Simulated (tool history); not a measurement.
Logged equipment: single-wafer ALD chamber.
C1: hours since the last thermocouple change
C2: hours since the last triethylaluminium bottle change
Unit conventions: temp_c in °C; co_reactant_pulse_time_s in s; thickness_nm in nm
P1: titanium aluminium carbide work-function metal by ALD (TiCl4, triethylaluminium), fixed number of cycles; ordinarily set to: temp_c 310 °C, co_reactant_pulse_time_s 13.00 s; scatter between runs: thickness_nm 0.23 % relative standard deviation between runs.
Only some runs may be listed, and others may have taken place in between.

{"run": 1, "day": 0.2, "temp_c": 310, "co_reactant_pulse_time_s": 13.0, "C1": 258.9, "C2": 738.8, "thickness_nm": 2.1874}
{"run": 2, "day": 0.371, "temp_c": 332, "co_reactant_pulse_time_s": 13.0, "C1": 263.0, "C2": 742.9, "thickness_nm": 2.393}
{"run": 3, "day": 0.512, "temp_c": 310, "co_reactant_pulse_time_s": 7.6, "C1": 266.4, "C2": 746.3, "thickness_nm": 2.0572}
{"run": 4, "day": 0.667, "temp_c": 285, "co_reactant_pulse_time_s": 13.0, "C1": 270.1, "C2": 750.0, "thickness_nm": 1.9598}
{"run": 5, "day": 0.838, "temp_c": 310, "co_reactant_pulse_time_s": 13.0, "C1": 274.2, "C2": 754.1, "thickness_nm": 2.1959}
{"run": 6, "day": 1.004, "temp_c": 310, "co_reactant_pulse_time_s": 20.99, "C1": 278.2, "C2": 758.1, "thickness_nm": 2.21}
{"run": 7, "day": 1.133, "temp_c": 310, "co_reactant_pulse_time_s": 13.0, "C1": 281.3, "C2": 761.2, "thickness_nm": 2.1842}
{"run": 8, "day": 1.358, "temp_c": 310, "co_reactant_pulse_time_s": 13.0, "C1": 286.7, "C2": 766.6, "thickness_nm": 2.1828}
{"run": 9, "day": 1.475, "temp_c": 310, "co_reactant_pulse_time_s": 13.0, "C1": 289.5, "C2": 769.4, "thickness_nm": 2.196}
{"run": 10, "day": 1.642, "temp_c": 288, "co_reactant_pulse_time_s": 9.52, "C1": 293.5, "C2": 773.4, "thickness_nm": 1.9331}
{"run": 11, "day": 1.85, "temp_c": 310, "co_reactant_pulse_time_s": 13.0, "C1": 298.5, "C2": 778.4, "thickness_nm": 2.1852}
{"run": 12, "day": 1.975, "temp_c": 310, "co_reactant_pulse_time_s": 13.0, "C1": 301.5, "C2": 781.4, "thickness_nm": 2.1815}
{"run": 13, "day": 2.196, "temp_c": 310, "co_reactant_pulse_time_s": 13.0, "C1": 306.8, "C2": 786.7, "thickness_nm": 2.1629}
{"run": 14, "day": 2.417, "temp_c": 310, "co_reactant_pulse_time_s": 13.0, "C1": 312.1, "C2": 792.0, "thickness_nm": 2.1449}
{"run": 15, "day": 2.612, "temp_c": 310, "co_reactant_pulse_time_s": 13.0, "C1": 316.8, "C2": 796.7, "thickness_nm": 2.146}
{"run": 16, "day": 2.742, "temp_c": 310, "co_reactant_pulse_time_s": 13.0, "C1": 319.9, "C2": 799.8, "thickness_nm": 2.1436}
{"run": 17, "day": 2.958, "temp_c": 310, "co_reactant_pulse_time_s": 13.0, "C1": 325.1, "C2": 805.0, "thickness_nm": 2.1378}
{"run": 18, "day": 3.067, "temp_c": 310, "co_reactant_pulse_time_s": 13.0, "C1": 327.7, "C2": 807.6, "thickness_nm": 2.1359}

Expected results for the next run?
{"run": 19, "day": 3.238, "temp_c": 310, "co_reactant_pulse_time_s": 13.0, "C1": 331.8, "C2": 811.7, "thickness_nm": "?"}

{"run 19": {"thickness_nm": 2.1403}}
